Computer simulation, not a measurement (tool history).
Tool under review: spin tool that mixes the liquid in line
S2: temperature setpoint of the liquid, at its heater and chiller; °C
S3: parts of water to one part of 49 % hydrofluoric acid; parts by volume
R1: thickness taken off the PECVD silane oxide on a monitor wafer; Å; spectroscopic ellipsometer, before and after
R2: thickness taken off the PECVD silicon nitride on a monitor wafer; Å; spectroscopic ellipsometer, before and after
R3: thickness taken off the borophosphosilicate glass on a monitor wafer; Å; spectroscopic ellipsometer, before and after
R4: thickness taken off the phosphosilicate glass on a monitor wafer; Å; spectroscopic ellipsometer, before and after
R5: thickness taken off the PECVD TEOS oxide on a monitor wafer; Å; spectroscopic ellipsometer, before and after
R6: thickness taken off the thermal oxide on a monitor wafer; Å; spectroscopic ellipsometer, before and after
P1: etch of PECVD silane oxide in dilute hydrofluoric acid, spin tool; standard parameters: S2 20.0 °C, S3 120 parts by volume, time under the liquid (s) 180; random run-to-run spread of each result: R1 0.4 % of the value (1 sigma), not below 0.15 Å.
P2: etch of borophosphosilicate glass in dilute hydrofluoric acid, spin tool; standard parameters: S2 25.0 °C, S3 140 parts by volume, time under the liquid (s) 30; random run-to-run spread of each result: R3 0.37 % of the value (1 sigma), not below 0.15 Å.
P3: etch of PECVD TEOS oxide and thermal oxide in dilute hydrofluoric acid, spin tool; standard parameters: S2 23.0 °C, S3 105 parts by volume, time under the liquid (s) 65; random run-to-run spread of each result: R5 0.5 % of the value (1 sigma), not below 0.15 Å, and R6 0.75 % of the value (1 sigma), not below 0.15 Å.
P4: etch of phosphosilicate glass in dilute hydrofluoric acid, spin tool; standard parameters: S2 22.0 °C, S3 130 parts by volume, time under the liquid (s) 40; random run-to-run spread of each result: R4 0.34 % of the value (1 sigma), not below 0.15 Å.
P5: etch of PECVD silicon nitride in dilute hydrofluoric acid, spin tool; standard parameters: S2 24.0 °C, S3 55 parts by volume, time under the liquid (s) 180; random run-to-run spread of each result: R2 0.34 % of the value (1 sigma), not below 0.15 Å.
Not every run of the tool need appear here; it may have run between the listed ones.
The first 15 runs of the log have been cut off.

Run 16, hour 102.7: process that ran P1, S2 24.5 °C, S3 120 parts by volume, time under the liquid (s) 15. Result: R1 22.303 Å.
Run 17, hour 109.7: process that ran P5, S2 24.0 °C, S3 55 parts by volume, time under the liquid (s) 180. Result: R2 117.010 Å.
Run 18, hour 115.3: process that ran P1, S2 20.0 °C, S3 120 parts by volume, time under the liquid (s) 180. Result: R1 223.250 Å.
Run 19, hour 124.4: process that ran P4, S2 17.0 °C, S3 130 parts by volume, time under the liquid (s) 40. Result: R4 176.790 Å.
Run 20, hour 133.7: process that ran P4, S2 22.0 °C, S3 130 parts by volume, time under the liquid (s) 15. Result: R4 81.136 Å.
Run 21, hour 138.7: process that ran P2, S2 25.0 °C, S3 140 parts by volume, time under the liquid (s) 30. Result: R3 151.42 Å.
Run 22, hour 145.9: process that ran P1, S2 20.0 °C, S3 120 parts by volume, time under the liquid (s) 180. Result: R1 223.330 Å.
Run 23, hour 150.0: process that ran P3, S2 23.0 °C, S3 185 parts by volume, time under the liquid (s) 65. Result: R5 26.035 Å, R6 15.092 Å.
Run 24, hour 155.9: process that ran P1, S2 28.0 °C, S3 120 parts by volume, time under the liquid (s) 180. Result: R1 307.370 Å.
Run 25, hour 164.9: process that ran P1, S2 17.0 °C, S3 120 parts by volume, time under the liquid (s) 180. Result: R1 198.280 Å.
Run 26, hour 172.4: process that ran P2, S2 25.0 °C, S3 195 parts by volume, time under the liquid (s) 30. Result: R3 101.78 Å.
Run 27, hour 178.6: process that ran P4, S2 22.0 °C, S3 130 parts by volume, time under the liquid (s) 40. Result: R4 214.880 Å.
Run 28, hour 186.6: process that ran P5, S2 24.0 °C, S3 90 parts by volume, time under the liquid (s) 180. Result: R2 72.596 Å.
Run 29, hour 193.7: process that ran P1, S2 20.0 °C, S3 120 parts by volume, time under the liquid (s) 15. Result: R1 18.780 Å.
Run 30, hour 200.3: process that ran P3, S2 23.0 °C, S3 105 parts by volume, time under the liquid (s) 65. Result: R5 49.790 Å, R6 28.319 Å.
Run 31, hour 205.5: process that ran P1, S2 20.0 °C, S3 35 parts by volume, time under the liquid (s) 180. Result: R1 845.740 Å.
Run 32, hour 212.7: process that ran P5, S2 17.0 °C, S3 55 parts by volume, time under the liquid (s) 180. Result: R2 72.362 Å.
Run 33, hour 218.5: process that ran P1, S2 20.0 °C, S3 120 parts by volume, time under the liquid (s) 180. Result: R1 225.810 Å.
Run 34, hour 227.4: process that ran P1, S2 20.0 °C, S3 165 parts by volume, time under the liquid (s) 180. Result: R1 156.740 Å.
Run 35, hour 232.3: process that ran P1, S2 20.0 °C, S3 120 parts by volume, time under the liquid (s) 180. Result: R1 223.320 Å.
Run 36, hour 237.1: process that ran P1, S2 20.0 °C, S3 120 parts by volume, time under the liquid (s) 180. Result: R1 220.640 Å.
Run 37, hour 242.9: process that ran P1, S2 20.0 °C, S3 120 parts by volume, time under the liquid (s) 180. Result: R1 215.220 Å.

What does the tool deliver on the next run?
Run 38, hour 249.4: process that ran P1, S2 20.0 °C, S3 120 parts by volume, time under the liquid (s) 180. Result: R1 ?.

R1: 213.100 Å
